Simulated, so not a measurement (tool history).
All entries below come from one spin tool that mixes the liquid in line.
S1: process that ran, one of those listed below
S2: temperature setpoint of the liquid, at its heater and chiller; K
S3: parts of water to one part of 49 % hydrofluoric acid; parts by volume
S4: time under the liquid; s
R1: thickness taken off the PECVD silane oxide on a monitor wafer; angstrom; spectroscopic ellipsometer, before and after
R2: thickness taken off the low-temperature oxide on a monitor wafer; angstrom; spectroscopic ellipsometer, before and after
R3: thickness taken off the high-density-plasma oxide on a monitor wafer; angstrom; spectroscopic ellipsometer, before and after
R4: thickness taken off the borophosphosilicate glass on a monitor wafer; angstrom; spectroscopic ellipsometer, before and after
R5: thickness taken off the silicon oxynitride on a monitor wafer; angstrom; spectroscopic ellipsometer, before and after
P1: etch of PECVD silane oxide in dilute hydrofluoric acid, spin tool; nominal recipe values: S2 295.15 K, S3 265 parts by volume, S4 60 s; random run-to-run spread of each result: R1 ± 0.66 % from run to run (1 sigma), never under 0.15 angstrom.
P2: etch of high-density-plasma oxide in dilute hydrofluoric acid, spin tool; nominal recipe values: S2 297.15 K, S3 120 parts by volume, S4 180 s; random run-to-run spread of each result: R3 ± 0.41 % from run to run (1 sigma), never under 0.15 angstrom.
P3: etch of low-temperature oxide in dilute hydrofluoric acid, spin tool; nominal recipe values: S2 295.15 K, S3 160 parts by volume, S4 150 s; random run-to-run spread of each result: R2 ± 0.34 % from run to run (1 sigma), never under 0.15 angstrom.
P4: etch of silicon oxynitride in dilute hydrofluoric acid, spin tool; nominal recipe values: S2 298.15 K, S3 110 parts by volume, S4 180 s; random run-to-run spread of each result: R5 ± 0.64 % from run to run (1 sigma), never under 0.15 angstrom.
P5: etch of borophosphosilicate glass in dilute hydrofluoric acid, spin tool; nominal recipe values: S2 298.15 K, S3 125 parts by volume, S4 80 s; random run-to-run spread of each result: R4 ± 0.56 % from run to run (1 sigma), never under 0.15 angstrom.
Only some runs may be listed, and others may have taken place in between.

run,hour,S1,S2,S3,S4,R1,R2,R3,R4,R5
1,11.3,P1,295.15,265,60,40.935,,,,
2,26.7,P1,295.15,265,60,41.204,,,,
3,38.1,P3,295.15,160,150,,197.39,,,
4,49.7,P2,305.65,120,180,,,106.350,,
5,57.1,P5,298.15,125,15,,,,50.197,
6,70.8,P2,297.15,120,25,,,10.621,,
7,78.3,P1,295.15,265,60,40.988,,,,
8,95.1,P2,297.15,120,180,,,77.556,,
9,105.7,P5,298.15,125,80,,,,265.990,
10,121.6,P1,295.15,265,105,72.845,,,,
11,134.0,P1,300.65,265,85,70.637,,,,
12,149.1,P4,298.15,35,180,,,,,108.840
13,159.0,P1,295.15,405,60,23.772,,,,
14,167.0,P1,295.15,70,60,191.570,,,,
15,176.5,P5,305.15,125,80,,,,340.450,
16,187.8,P3,295.15,160,150,,198.29,,,
17,197.1,P3,295.15,160,20,,26.32,,,
18,212.6,P2,297.15,210,180,,,40.172,,
19,226.0,P4,298.15,110,315,,,,,57.865
20,233.9,P5,298.15,30,80,,,,1259.100,
21,248.7,P1,290.15,265,35,19.717,,,,
22,265.5,P5,298.15,125,80,,,,265.600,
23,277.1,P1,300.15,265,60,49.094,,,,
24,287.5,P1,302.15,265,30,26.261,,,,
25,302.9,P1,295.15,265,60,40.623,,,,
26,319.2,P2,297.15,120,180,,,77.483,,
27,330.3,P3,290.15,160,150,,162.03,,,
28,344.4,P1,295.15,265,60,41.385,,,,
29,356.5,P3,295.15,250,150,,115.13,,,
30,364.3,P1,295.15,265,25,17.424,,,,
31,376.6,P4,305.65,110,180,,,,,45.666
32,386.8,P4,298.15,110,180,,,,,32.905
33,396.1,P1,290.15,265,60,34.214,,,,
34,411.8,P4,298.15,110,180,,,,,32.191
35,425.0,P1,295.15,265,60,40.482,,,,
36,439.8,P1,295.15,265,60,40.021,,,,
37,455.0,P1,295.15,265,60,38.747,,,,
38,465.5,P1,295.15,265,60,38.564,,,,
39,473.7,P1,295.15,265,60,37.909,,,,
40,485.7,P1,295.15,265,60,38.252,,,,
41,495.0,P1,295.15,265,60,38.232,,,,
42,506.6,P1,295.15,265,60,37.625,,,,
43,519.8,P1,295.15,265,60,38.532,,,,

What P1 gives has crept off from where it sat before. The 2 causes that follow fit the log equally well, each at the size noted:
A: hydrofluoric acid flow below the setpoint (%) = 5.91
B: liquid colder than its thermometer reads (K) = 2.09
Onset of the creep was near hour 425.0.

Each of the check runs listed below is run on 2 wafers and reports their average, with the results left as question marks. Pick the one under which the possible causes would lead to clearly different results.
check 1,533.0,P4,298.15,45,180,,,,,?
check 2,533.0,P5,298.15,125,15,,,,?,
check 3,533.0,P3,295.15,220,150,,?,,,
check 4,533.0,P2,297.15,180,180,,,?,,

If the cause were each of the candidates in turn, the checks would give the following:
check,result,if A,if B
check 1,R5,79.183,76.155
check 2,R4,46.478,45.970
check 3,R2,125.28,124.75
check 4,R3,44.826,44.565
Per check, the gap between the least separated pair of causes, taken in the result that splits them most: check 1 3.9 %; check 2 1.1 %; check 3 0.42 %; check 4 0.59 %
The other checks would show nearly matching results whichever cause is true, so check 1 is the only one that separates the causes.

Check 1 was then run and gave: R5 75.805 angstrom. Which cause is it?

B is the cause: liquid colder than its thermometer reads (K).
